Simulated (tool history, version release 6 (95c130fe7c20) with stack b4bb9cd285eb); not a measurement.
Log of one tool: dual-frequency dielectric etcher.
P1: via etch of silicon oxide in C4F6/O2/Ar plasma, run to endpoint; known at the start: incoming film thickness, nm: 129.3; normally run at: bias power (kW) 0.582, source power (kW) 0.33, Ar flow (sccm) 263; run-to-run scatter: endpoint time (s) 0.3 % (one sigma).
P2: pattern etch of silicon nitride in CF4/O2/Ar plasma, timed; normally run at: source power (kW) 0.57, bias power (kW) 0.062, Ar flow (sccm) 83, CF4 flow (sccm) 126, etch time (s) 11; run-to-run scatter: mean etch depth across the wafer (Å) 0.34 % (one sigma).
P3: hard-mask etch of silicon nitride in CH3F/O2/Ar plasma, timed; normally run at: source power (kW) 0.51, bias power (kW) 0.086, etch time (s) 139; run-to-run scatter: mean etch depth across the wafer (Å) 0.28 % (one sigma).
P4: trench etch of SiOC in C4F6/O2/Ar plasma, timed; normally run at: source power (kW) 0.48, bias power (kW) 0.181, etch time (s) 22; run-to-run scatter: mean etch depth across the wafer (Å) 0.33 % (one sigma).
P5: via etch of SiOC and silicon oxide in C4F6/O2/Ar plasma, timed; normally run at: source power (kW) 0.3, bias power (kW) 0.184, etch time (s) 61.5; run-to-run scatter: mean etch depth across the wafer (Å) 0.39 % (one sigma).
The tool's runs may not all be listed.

run	hour	process that ran	bias power (kW)	source power (kW)	Ar flow (sccm)	etch time (s)	CF4 flow (sccm)	hours since the last wet clean	hours since the last bias power generator calibration	hours since the last source power generator calibration	hours since the last Ar flow controller change	endpoint time (s)	mean etch depth across the wafer (Å)
1	7.8	P1	0.582	0.33	263			306.8	438.7	1264.5	2092.5	27.109	
2	19.9	P3	0.05	0.51		139		318.9	450.8	1276.6	2104.6		950.34
3	33.1	P1	0.582	0.33	334			332.1	464	1289.8	2117.8	28.014	
4	41.1	P5	0.184	0.3		61.5		340.1	472	1297.8	2125.8		627.37
# hour 52.5: source power generator calibrated
5	52.9	P3	0.086	0.51		139		351.9	483.8	0.5	2137.6		1128.9
6	67.1	P3	0.086	0.33		139		366.1	498	14.7	2151.8		961.47
7	83.6	P1	0.445	0.44	263			382.6	514.5	31.2	2168.3	27.269	
8	95	P1	0.582	0.33	176			394	525.9	42.6	2179.7	26.14	
9	104.3	P1	0.785	0.33	263			403.3	535.2	51.9	2189	24.378	
10	116.2	P2	0.062	0.57	83	11	126	415.2	547.1	63.8	2200.9		260.52
11	125.3	P5	0.184	0.39		61.5		424.3	556.2	72.9	2210		692.95
12	140.1	P5	0.184	0.3		44.5		439.1	571	87.7	2224.8		449.62
13	155.3	P1	0.582	0.33	263			454.3	586.2	102.9	2240	27.181	
14	169.6	P1	0.582	0.33	263			468.6	600.5	117.2	2254.3	27.418	
15	183.8	P2	0.037	0.57	83	11	126	482.8	614.7	131.4	2268.5		218.06
16	196.2	P2	0.062	0.4	83	11	126	495.2	627.1	143.8	2280.9		191.93
17	204.7	P1	0.582	0.26	263			503.7	635.6	152.3	2289.4	29.866	
18	214.8	P1	0.582	0.33	263			513.8	645.7	162.4	2299.5	27.394	
19	222.7	P2	0.062	0.57	83	11	162	521.7	653.6	170.3	2307.4		266.54
20	233.6	P4	0.181	0.48		27.5		532.6	664.5	181.2	2318.3		621.69
21	245.7	P3	0.086	0.51		189.5		544.7	676.6	193.3	2330.4		1542.6
22	259.8	P2	0.062	0.57	83	6	126	558.8	690.7	207.4	2344.5		142.34
23	267.7	P5	0.237	0.3		61.5		566.7	698.6	215.3	2352.4		674.92
24	281	P1	0.814	0.33	187			580	711.9	228.6	2365.7	23.173	
25	290.1	P2	0.062	0.57	83	11	126	589.1	721	237.7	2374.8		263.01
26	305.5	P4	0.181	0.6		22		604.5	736.4	253.1	2390.2		540.04
27	316.8	P1	0.374	0.33	351			615.8	747.7	264.4	2401.5	33.226	
# hour 325.8: Ar flow controller replaced
28	326	P2	0.062	0.57	51	11	126	625	756.9	273.6	0.3		269.89
29	333.9	P5	0.184	0.3		61.5		632.9	764.8	281.5	8.2		622.52
30	348	P4	0.181	0.48		22		647	778.9	295.6	22.3		493.96
31	358	P1	0.582	0.46	263			657	788.9	305.6	32.3	24.14	
32	367.6	P4	0.181	0.48		22		666.6	798.5	315.2	41.9		492.68
33	374.8	P1	0.343	0.33	263			673.8	805.7	322.4	49.1	33.217	
34	382.9	P4	0.139	0.48		22		681.9	813.8	330.5	57.2		455.95
35	396.3	P1	0.582	0.33	263			695.3	827.2	343.9	70.6	27.174	
36	409.5	P3	0.086	0.51		139		708.5	840.4	357.1	83.8		1135.3
37	419.7	P1	0.582	0.33	263			718.7	850.6	367.3	94	27.159	
38	432.8	P1	0.582	0.33	263			731.8	863.7	380.4	107.1	27.316	
39	442.4	P1	0.582	0.33	263			741.4	873.3	390	116.7	27.594	
40	453.3	P1	0.582	0.33	263			752.3	884.2	400.9	127.6	27.778	
# hour 464.4: wet clean of the chamber
41	468.9	P1	0.582	0.33	263			4.6	899.8	416.5	143.2	27.546	
# hour 478.5: Ar flow controller replaced
42	479.8	P1	0.582	0.33	263			15.5	910.7	427.4	1.4	27.751	
43	487.5	P1	0.582	0.33	263			23.2	918.4	435.1	9.1	27.753	
44	499.7	P1	0.582	0.33	263			35.4	930.6	447.3	21.3	27.747	

What P1 gives has crept away from where it was. These 2 causes fit the log equally well, each at the size given:
A: source power that arrives under what is set, % = 4.06
B: bias power that arrives under what is set, % = 3.86
The creep began at about hour 419.7.
Why every other cause is out:
chamber walls in a state that lowers the etch rate, %: serviced at hour 464.4, which brought nothing back
Ar flow that arrives over what is set, %: serviced at hour 478.5, which brought nothing back

4 check runs are offered, each on 2 wafers whose results are averaged, their results left as question marks. Which one tells the causes apart?
check 1	511.9	P5	0.229	0.38		61.5							?
check 2	511.9	P3	0.086	0.34		167.5							?
check 3	511.9	P4	0.152	0.48		22							?
check 4	511.9	P2	0.062	0.46	54	11	126						?

What each check would give under each cause:
check	result	if A	if B
check 1	mean etch depth across the wafer (Å)	722.87	724.7
check 2	mean etch depth across the wafer (Å)	1156.1	1157.7
check 3	mean etch depth across the wafer (Å)	461.29	463.41
check 4	mean etch depth across the wafer (Å)	215.99	220.82
How far apart the two closest causes lie, in the result that separates them most: check 1 0.25 %; check 2 0.13 %; check 3 0.46 %; check 4 2.21 %
Only check 4 tells the causes apart: in the others they would give nearly the same result.

Then check 4 was run and gave: mean etch depth across the wafer (Å) 220.92. Which cause is it?

It is B: bias power that arrives under what is set, %.

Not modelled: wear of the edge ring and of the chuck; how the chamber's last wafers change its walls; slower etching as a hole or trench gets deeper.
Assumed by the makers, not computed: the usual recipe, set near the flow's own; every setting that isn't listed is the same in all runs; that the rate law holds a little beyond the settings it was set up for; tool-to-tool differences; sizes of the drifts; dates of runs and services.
